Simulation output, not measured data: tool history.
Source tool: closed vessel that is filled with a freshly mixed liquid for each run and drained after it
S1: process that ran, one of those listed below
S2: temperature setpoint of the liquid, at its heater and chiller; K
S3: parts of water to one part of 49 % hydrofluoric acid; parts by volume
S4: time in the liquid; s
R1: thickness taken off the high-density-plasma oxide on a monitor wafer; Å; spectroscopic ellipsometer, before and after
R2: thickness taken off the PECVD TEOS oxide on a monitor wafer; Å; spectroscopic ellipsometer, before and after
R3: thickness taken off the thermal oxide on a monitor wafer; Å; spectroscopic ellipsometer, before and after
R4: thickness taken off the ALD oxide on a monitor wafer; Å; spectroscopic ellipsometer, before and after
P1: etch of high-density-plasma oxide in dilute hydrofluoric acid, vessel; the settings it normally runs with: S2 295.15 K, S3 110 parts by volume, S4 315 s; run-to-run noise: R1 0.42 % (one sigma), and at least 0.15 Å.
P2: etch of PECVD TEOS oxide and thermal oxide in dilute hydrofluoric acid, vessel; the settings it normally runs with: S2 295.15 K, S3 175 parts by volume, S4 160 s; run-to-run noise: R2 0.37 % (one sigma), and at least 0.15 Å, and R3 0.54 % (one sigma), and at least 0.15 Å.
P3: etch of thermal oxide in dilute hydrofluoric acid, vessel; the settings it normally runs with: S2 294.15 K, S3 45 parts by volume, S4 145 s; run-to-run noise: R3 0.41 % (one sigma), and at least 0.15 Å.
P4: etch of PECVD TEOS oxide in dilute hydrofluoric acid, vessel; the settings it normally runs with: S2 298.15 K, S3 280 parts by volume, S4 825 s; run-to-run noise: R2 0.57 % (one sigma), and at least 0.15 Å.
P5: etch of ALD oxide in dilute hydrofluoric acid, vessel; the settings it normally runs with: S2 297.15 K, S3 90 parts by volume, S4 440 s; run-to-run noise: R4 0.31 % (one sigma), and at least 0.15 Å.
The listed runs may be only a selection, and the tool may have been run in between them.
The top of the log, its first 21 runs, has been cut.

{"run": 22, "hour": 99.3, "S1": "P4", "S2": 298.15, "S3": 390, "S4": 825, "R2": 231.21}
{"run": 23, "hour": 102.3, "S1": "P2", "S2": 295.15, "S3": 95, "S4": 160, "R2": 226.7, "R3": 73.704}
{"run": 24, "hour": 105.1, "S1": "P1", "S2": 295.15, "S3": 110, "S4": 315, "R1": 198.31}
{"run": 25, "hour": 110.4, "S1": "P5", "S2": 297.15, "S3": 90, "S4": 440, "R4": 488.45}
{"run": 26, "hour": 113.1, "S1": "P1", "S2": 295.15, "S3": 110, "S4": 315, "R1": 198.54}
{"run": 27, "hour": 116.7, "S1": "P1", "S2": 295.15, "S3": 185, "S4": 315, "R1": 108.59}
{"run": 28, "hour": 122.2, "S1": "P1", "S2": 295.15, "S3": 110, "S4": 315, "R1": 199.78}
{"run": 29, "hour": 127.4, "S1": "P1", "S2": 295.15, "S3": 110, "S4": 315, "R1": 199.92}
{"run": 30, "hour": 130.9, "S1": "P3", "S2": 299.15, "S3": 45, "S4": 145, "R3": 178.7}
{"run": 31, "hour": 134.5, "S1": "P3", "S2": 294.15, "S3": 45, "S4": 145, "R3": 144.03}
{"run": 32, "hour": 137.7, "S1": "P4", "S2": 298.15, "S3": 280, "S4": 445, "R2": 192.6}
{"run": 33, "hour": 141.3, "S1": "P1", "S2": 295.15, "S3": 110, "S4": 455, "R1": 288.21}
{"run": 34, "hour": 144.0, "S1": "P3", "S2": 294.15, "S3": 45, "S4": 145, "R3": 145.11}
{"run": 35, "hour": 147.9, "S1": "P1", "S2": 295.15, "S3": 110, "S4": 315, "R1": 200.95}
{"run": 36, "hour": 152.3, "S1": "P1", "S2": 295.15, "S3": 110, "S4": 315, "R1": 193.56}
{"run": 37, "hour": 157.3, "S1": "P1", "S2": 295.15, "S3": 110, "S4": 315, "R1": 187.88}
{"run": 38, "hour": 159.9, "S1": "P1", "S2": 295.15, "S3": 110, "S4": 315, "R1": 185.95}
{"run": 39, "hour": 163.6, "S1": "P1", "S2": 295.15, "S3": 110, "S4": 315, "R1": 183.29}
{"run": 40, "hour": 168.0, "S1": "P1", "S2": 295.15, "S3": 110, "S4": 315, "R1": 182.84}
{"run": 41, "hour": 172.3, "S1": "P1", "S2": 295.15, "S3": 110, "S4": 315, "R1": 182.68}
{"run": 42, "hour": 178.0, "S1": "P1", "S2": 295.15, "S3": 110, "S4": 315, "R1": 184.45}

Run 43 is up next; what results do you expect?
{"run": 43, "hour": 182.4, "S1": "P1", "S2": 295.15, "S3": 110, "S4": 315, "R1": "?"}

{"run 43": {"R1": 181.73}}
